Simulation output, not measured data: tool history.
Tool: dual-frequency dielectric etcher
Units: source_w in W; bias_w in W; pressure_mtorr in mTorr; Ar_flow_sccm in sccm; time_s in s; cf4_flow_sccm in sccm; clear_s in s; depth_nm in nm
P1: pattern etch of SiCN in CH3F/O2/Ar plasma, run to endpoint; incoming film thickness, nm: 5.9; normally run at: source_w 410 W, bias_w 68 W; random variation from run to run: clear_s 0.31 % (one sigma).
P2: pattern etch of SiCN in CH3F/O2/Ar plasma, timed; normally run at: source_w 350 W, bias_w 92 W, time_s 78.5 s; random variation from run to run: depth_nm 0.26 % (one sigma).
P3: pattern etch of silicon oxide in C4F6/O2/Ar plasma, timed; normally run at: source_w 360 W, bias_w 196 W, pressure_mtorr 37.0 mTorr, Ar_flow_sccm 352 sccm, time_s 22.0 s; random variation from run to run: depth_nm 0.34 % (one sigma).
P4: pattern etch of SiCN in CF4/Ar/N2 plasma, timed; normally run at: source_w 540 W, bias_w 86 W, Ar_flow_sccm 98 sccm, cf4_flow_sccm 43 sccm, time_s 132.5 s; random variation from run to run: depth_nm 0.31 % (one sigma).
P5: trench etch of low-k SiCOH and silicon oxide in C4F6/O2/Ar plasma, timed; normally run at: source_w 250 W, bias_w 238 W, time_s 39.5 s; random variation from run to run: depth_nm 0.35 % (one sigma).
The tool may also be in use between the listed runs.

run,hour,process,source_w,bias_w,pressure_mtorr,Ar_flow_sccm,time_s,cf4_flow_sccm,clear_s,depth_nm
1,9.5,P1,410,68,,,,,16.008,
2,23.8,P3,360,196,37.0,352,16.5,,,47.711
3,32.8,P5,250,238,,,39.5,,,112.040
4,45.6,P1,410,68,,,,,16.001,
5,59.9,P1,410,68,,,,,16.046,
# hour 61.1: wet clean of the chamber
6,69.3,P1,500,68,,,,,14.845,
7,79.8,P4,540,86,,98,166.5,43,,166.360
8,89.3,P1,410,68,,,,,15.967,
9,96.7,P1,410,46,,,,,18.175,
10,104.3,P4,730,86,,98,132.5,43,,171.220
11,116.1,P4,540,86,,62,132.5,43,,141.650
12,125.0,P2,350,92,,,78.5,,,30.966
13,136.4,P1,550,85,,,,,13.213,
14,145.5,P4,540,86,,98,132.5,53,,137.330
15,161.0,P4,540,86,,98,132.5,43,,131.830
16,172.9,P5,250,330,,,39.5,,,126.260
17,185.0,P1,410,85,,,,,14.719,
18,200.5,P1,410,68,,,,,16.021,
19,210.2,P4,540,122,,98,132.5,43,,151.600
20,218.5,P2,350,92,,,43.0,,,16.966
21,233.5,P1,330,68,,,,,17.364,
22,244.7,P3,360,237,37.0,352,22.0,,,67.964
23,257.9,P1,410,68,,,,,16.027,
24,266.1,P3,360,196,37.0,352,22.0,,,63.316
25,278.8,P5,150,238,,,39.5,,,93.173
26,291.5,P2,280,92,,,78.5,,,28.558
27,301.2,P3,450,196,37.0,352,22.0,,,69.353
28,309.4,P2,350,92,,,78.5,,,30.900
29,316.4,P5,250,238,,,24.5,,,69.680
30,324.9,P3,360,196,49.5,352,22.0,,,61.688
31,338.6,P3,360,196,37.0,352,22.0,,,63.988
32,346.7,P3,360,196,37.0,496,22.0,,,61.181
33,356.4,P2,350,127,,,78.5,,,34.900
34,370.9,P4,540,86,,98,132.5,43,,131.880
35,379.1,P1,410,68,,,,,15.976,
36,387.4,P1,410,68,,,,,15.970,
37,397.6,P1,410,68,,,,,15.961,
38,405.1,P1,410,68,,,,,15.906,
39,420.9,P1,410,68,,,,,15.813,
40,431.0,P1,410,68,,,,,15.751,
41,447.0,P1,410,68,,,,,15.686,
42,460.3,P1,410,68,,,,,15.782,
# hour 462.4: wet clean of the chamber
43,469.9,P1,410,68,,,,,15.819,
44,483.6,P1,410,68,,,,,15.747,
45,495.3,P1,410,68,,,,,15.737,
46,508.5,P1,410,68,,,,,15.759,

What P1 gives has crept away from where it was. These 2 causes fit the log equally well, each at the size given:
A: source power that arrives over what is set, % = 4.21
B: bias power that arrives over what is set, % = 4.55
The creep began at about hour 387.4.
Why every other cause is out:
chamber walls in a state that raises the etch rate, %: serviced at hour 462.4, which brought nothing back

4 check runs are offered, each on 2 wafers whose results are averaged, their results left as question marks. Which one tells the causes apart?
check 1,521.7,P3,360,196,37.0,446,18.0,,,?
check 2,521.7,P5,250,329,,,26.0,,,?
check 3,521.7,P2,350,126,,,78.5,,,?
check 4,521.7,P4,630,86,,66,132.5,43,,?

What each check would give under each cause:
check,result,if A,if B
check 1,depth_nm,51.517,51.442
check 2,depth_nm,84.333,84.404
check 3,depth_nm,35.486,35.579
check 4,depth_nm,166.540,163.200
How far apart the two closest causes lie, in the result that separates them most: check 1 0.15 %; check 2 0.08 %; check 3 0.26 %; check 4 2.03 %
Only check 4 tells the causes apart: in the others they would give nearly the same result.

Then check 4 was run and gave: depth_nm 166.260 nm. Which cause is it?

It is A: source power that arrives over what is set, %.

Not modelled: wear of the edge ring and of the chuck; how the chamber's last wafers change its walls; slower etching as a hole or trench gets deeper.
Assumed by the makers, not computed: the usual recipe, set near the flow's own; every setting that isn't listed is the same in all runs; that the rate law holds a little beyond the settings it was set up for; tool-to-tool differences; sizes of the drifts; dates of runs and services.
